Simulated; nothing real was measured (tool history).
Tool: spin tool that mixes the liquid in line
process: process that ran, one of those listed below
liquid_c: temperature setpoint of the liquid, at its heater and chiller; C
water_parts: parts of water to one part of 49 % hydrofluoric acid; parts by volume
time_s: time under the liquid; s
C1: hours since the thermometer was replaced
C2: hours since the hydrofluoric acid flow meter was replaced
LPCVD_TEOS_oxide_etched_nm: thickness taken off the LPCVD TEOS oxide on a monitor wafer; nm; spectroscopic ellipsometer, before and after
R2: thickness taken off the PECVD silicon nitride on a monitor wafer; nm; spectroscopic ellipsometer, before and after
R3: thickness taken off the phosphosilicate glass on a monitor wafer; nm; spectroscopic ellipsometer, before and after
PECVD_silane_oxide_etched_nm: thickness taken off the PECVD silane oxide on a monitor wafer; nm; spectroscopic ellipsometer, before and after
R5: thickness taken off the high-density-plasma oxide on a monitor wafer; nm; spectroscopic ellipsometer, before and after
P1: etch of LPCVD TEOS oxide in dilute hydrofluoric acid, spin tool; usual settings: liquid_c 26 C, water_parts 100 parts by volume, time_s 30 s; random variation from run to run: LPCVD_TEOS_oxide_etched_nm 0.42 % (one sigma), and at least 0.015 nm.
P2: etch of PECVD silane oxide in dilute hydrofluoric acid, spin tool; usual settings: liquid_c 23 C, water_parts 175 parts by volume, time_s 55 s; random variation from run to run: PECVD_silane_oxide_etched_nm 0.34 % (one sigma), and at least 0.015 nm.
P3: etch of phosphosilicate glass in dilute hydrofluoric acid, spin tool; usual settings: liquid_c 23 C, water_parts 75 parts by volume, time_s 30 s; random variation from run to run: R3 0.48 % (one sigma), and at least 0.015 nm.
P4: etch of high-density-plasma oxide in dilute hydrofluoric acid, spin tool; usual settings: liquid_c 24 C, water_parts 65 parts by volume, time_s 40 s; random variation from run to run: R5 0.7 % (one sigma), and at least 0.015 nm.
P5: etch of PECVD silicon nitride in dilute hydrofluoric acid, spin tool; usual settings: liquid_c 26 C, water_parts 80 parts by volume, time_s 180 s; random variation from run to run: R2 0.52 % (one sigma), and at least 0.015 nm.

{"run": 1, "hour": 11.4, "process": "P1", "liquid_c": 26, "water_parts": 100, "time_s": 30, "C1": 1201.3, "C2": 195.5, "LPCVD_TEOS_oxide_etched_nm": 11.404}
{"run": 2, "hour": 22.7, "process": "P5", "liquid_c": 26, "water_parts": 80, "time_s": 180, "C1": 1212.6, "C2": 206.8, "R2": 4.3744}
{"run": 3, "hour": 34.2, "process": "P5", "liquid_c": 26, "water_parts": 20, "time_s": 180, "C1": 1224.1, "C2": 218.3, "R2": 16.878}
{"run": 4, "hour": 47.0, "process": "P3", "liquid_c": 23, "water_parts": 20, "time_s": 30, "C1": 1236.9, "C2": 231.1, "R3": 149.6}
{"run": 5, "hour": 59.5, "process": "P1", "liquid_c": 32.5, "water_parts": 30, "time_s": 30, "C1": 1249.4, "C2": 243.6, "LPCVD_TEOS_oxide_etched_nm": 54.104}
{"run": 6, "hour": 67.8, "process": "P1", "liquid_c": 26, "water_parts": 100, "time_s": 15, "C1": 1257.7, "C2": 251.9, "LPCVD_TEOS_oxide_etched_nm": 5.6679}
{"run": 7, "hour": 75.0, "process": "P1", "liquid_c": 26, "water_parts": 65, "time_s": 30, "C1": 1264.9, "C2": 259.1, "LPCVD_TEOS_oxide_etched_nm": 18.349}
{"run": 8, "hour": 89.6, "process": "P1", "liquid_c": 22, "water_parts": 100, "time_s": 30, "C1": 1279.5, "C2": 273.7, "LPCVD_TEOS_oxide_etched_nm": 9.7251}
{"run": 9, "hour": 98.2, "process": "P5", "liquid_c": 26, "water_parts": 80, "time_s": 180, "C1": 1288.1, "C2": 282.3, "R2": 4.3629}
{"run": 10, "hour": 112.9, "process": "P2", "liquid_c": 23, "water_parts": 175, "time_s": 115, "C1": 1302.8, "C2": 297, "PECVD_silane_oxide_etched_nm": 29.408}
{"run": 11, "hour": 123.0, "process": "P4", "liquid_c": 17, "water_parts": 65, "time_s": 40, "C1": 1312.9, "C2": 307.1, "R5": 2.929}
{"run": 12, "hour": 136.1, "process": "P2", "liquid_c": 23, "water_parts": 275, "time_s": 55, "C1": 1326, "C2": 320.2, "PECVD_silane_oxide_etched_nm": 8.0527}
{"run": 13, "hour": 143.4, "process": "P5", "liquid_c": 30, "water_parts": 80, "time_s": 180, "C1": 1333.3, "C2": 327.5, "R2": 5.6217}
{"run": 14, "hour": 154.2, "process": "P4", "liquid_c": 24, "water_parts": 65, "time_s": 70, "C1": 1344.1, "C2": 338.3, "R5": 6.913}
{"run": 15, "hour": 170.2, "process": "P3", "liquid_c": 23, "water_parts": 75, "time_s": 30, "C1": 1360.1, "C2": 354.3, "R3": 37.4}
{"run": 16, "hour": 181.8, "process": "P1", "liquid_c": 26, "water_parts": 50, "time_s": 50, "C1": 1371.7, "C2": 365.9, "LPCVD_TEOS_oxide_etched_nm": 40.399}
{"run": 17, "hour": 197.9, "process": "P1", "liquid_c": 26, "water_parts": 150, "time_s": 30, "C1": 1387.8, "C2": 382, "LPCVD_TEOS_oxide_etched_nm": 7.1477}
{"run": 18, "hour": 214.3, "process": "P1", "liquid_c": 31.5, "water_parts": 145, "time_s": 30, "C1": 1404.2, "C2": 398.4, "LPCVD_TEOS_oxide_etched_nm": 9.0826}
{"run": 19, "hour": 221.5, "process": "P1", "liquid_c": 26, "water_parts": 100, "time_s": 60, "C1": 1411.4, "C2": 405.6, "LPCVD_TEOS_oxide_etched_nm": 22.589}
{"run": 20, "hour": 228.9, "process": "P1", "liquid_c": 26, "water_parts": 100, "time_s": 30, "C1": 1418.8, "C2": 413, "LPCVD_TEOS_oxide_etched_nm": 11.248}
{"run": 21, "hour": 240.4, "process": "P4", "liquid_c": 24, "water_parts": 65, "time_s": 40, "C1": 1430.3, "C2": 424.5, "R5": 3.903}
{"run": 22, "hour": 255.8, "process": "P3", "liquid_c": 28.5, "water_parts": 75, "time_s": 30, "C1": 1445.7, "C2": 439.9, "R3": 46.58}
{"run": 23, "hour": 272.2, "process": "P1", "liquid_c": 26, "water_parts": 100, "time_s": 30, "C1": 1462.1, "C2": 456.3, "LPCVD_TEOS_oxide_etched_nm": 11.312}
{"run": 24, "hour": 280.0, "process": "P1", "liquid_c": 31.5, "water_parts": 100, "time_s": 30, "C1": 1469.9, "C2": 464.1, "LPCVD_TEOS_oxide_etched_nm": 13.997}
{"run": 25, "hour": 287.9, "process": "P1", "liquid_c": 26, "water_parts": 100, "time_s": 30, "C1": 1477.8, "C2": 472, "LPCVD_TEOS_oxide_etched_nm": 11.336}
{"run": 26, "hour": 295.6, "process": "P3", "liquid_c": 23, "water_parts": 75, "time_s": 30, "C1": 1485.5, "C2": 479.7, "R3": 37.722}
{"run": 27, "hour": 302.9, "process": "P3", "liquid_c": 23, "water_parts": 75, "time_s": 60, "C1": 1492.8, "C2": 487, "R3": 74.73}
{"run": 28, "hour": 312.6, "process": "P2", "liquid_c": 17, "water_parts": 175, "time_s": 55, "C1": 1502.5, "C2": 496.7, "PECVD_silane_oxide_etched_nm": 11.151}
{"run": 29, "hour": 319.9, "process": "P2", "liquid_c": 23, "water_parts": 175, "time_s": 55, "C1": 1509.8, "C2": 504, "PECVD_silane_oxide_etched_nm": 14.073}
{"run": 30, "hour": 329.9, "process": "P5", "liquid_c": 26, "water_parts": 80, "time_s": 15, "C1": 1519.8, "C2": 514, "R2": 0.36156}
{"run": 31, "hour": 344.2, "process": "P4", "liquid_c": 24, "water_parts": 30, "time_s": 40, "C1": 1534.1, "C2": 528.3, "R5": 8.8914}
{"run": 32, "hour": 354.6, "process": "P1", "liquid_c": 26, "water_parts": 100, "time_s": 30, "C1": 1544.5, "C2": 538.7, "LPCVD_TEOS_oxide_etched_nm": 11.392}
{"run": 33, "hour": 365.0, "process": "P1", "liquid_c": 26, "water_parts": 100, "time_s": 30, "C1": 1554.9, "C2": 549.1, "LPCVD_TEOS_oxide_etched_nm": 11.032}
{"run": 34, "hour": 377.1, "process": "P1", "liquid_c": 26, "water_parts": 100, "time_s": 30, "C1": 1567, "C2": 561.2, "LPCVD_TEOS_oxide_etched_nm": 10.817}
{"run": 35, "hour": 392.4, "process": "P1", "liquid_c": 26, "water_parts": 100, "time_s": 30, "C1": 1582.3, "C2": 576.5, "LPCVD_TEOS_oxide_etched_nm": 10.506}
{"run": 36, "hour": 407.3, "process": "P1", "liquid_c": 26, "water_parts": 100, "time_s": 30, "C1": 1597.2, "C2": 591.4, "LPCVD_TEOS_oxide_etched_nm": 10.501}
{"run": 37, "hour": 419.5, "process": "P1", "liquid_c": 26, "water_parts": 100, "time_s": 30, "C1": 1609.4, "C2": 603.6, "LPCVD_TEOS_oxide_etched_nm": 10.51}
{"run": 38, "hour": 431.3, "process": "P1", "liquid_c": 26, "water_parts": 100, "time_s": 30, "C1": 1621.2, "C2": 615.4, "LPCVD_TEOS_oxide_etched_nm": 10.494}

What P1 gives has crept away from where it was. These 2 causes fit the log equally well, each at the size given:
A: hydrofluoric acid flow below the setpoint (%) = 7.02
B: liquid colder than its thermometer reads (K) = 2.1
The creep began at about hour 354.6.

4 check runs are offered, one wafer each, their results left as question marks. Which one tells the causes apart?
{"run": "check 1", "hour": 443.1, "process": "P5", "liquid_c": 26, "water_parts": 30, "time_s": 55, "R2": "?"}
{"run": "check 2", "hour": 443.1, "process": "P4", "liquid_c": 24, "water_parts": 35, "time_s": 65, "R5": "?"}
{"run": "check 3", "hour": 443.1, "process": "P2", "liquid_c": 17, "water_parts": 175, "time_s": 55, "PECVD_silane_oxide_etched_nm": "?"}
{"run": "check 4", "hour": 443.1, "process": "P3", "liquid_c": 23, "water_parts": 45, "time_s": 55, "R3": "?"}

What each check would give under each cause:
check=check_1 result=R2 if_A=3.2563 if_B=3.0321
check=check_2 result=R5 if_A=11.482 if_B=11.346
check=check_3 result=PECVD_silane_oxide_etched_nm if_A=10.196 if_B=10.189
check=check_4 result=R3 if_A=109.81 if_B=108.61
How far apart the two closest causes lie, in the result that separates them most: check 1 7.13 %; check 2 1.19 %; check 3 0.07 %; check 4 1.09 %
Check 1 tells the causes apart: in the others they would give nearly the same result.

Check 1 was then run and gave: R2 3.31 nm. Which cause is it?

It is A: hydrofluoric acid flow below the setpoint (%).
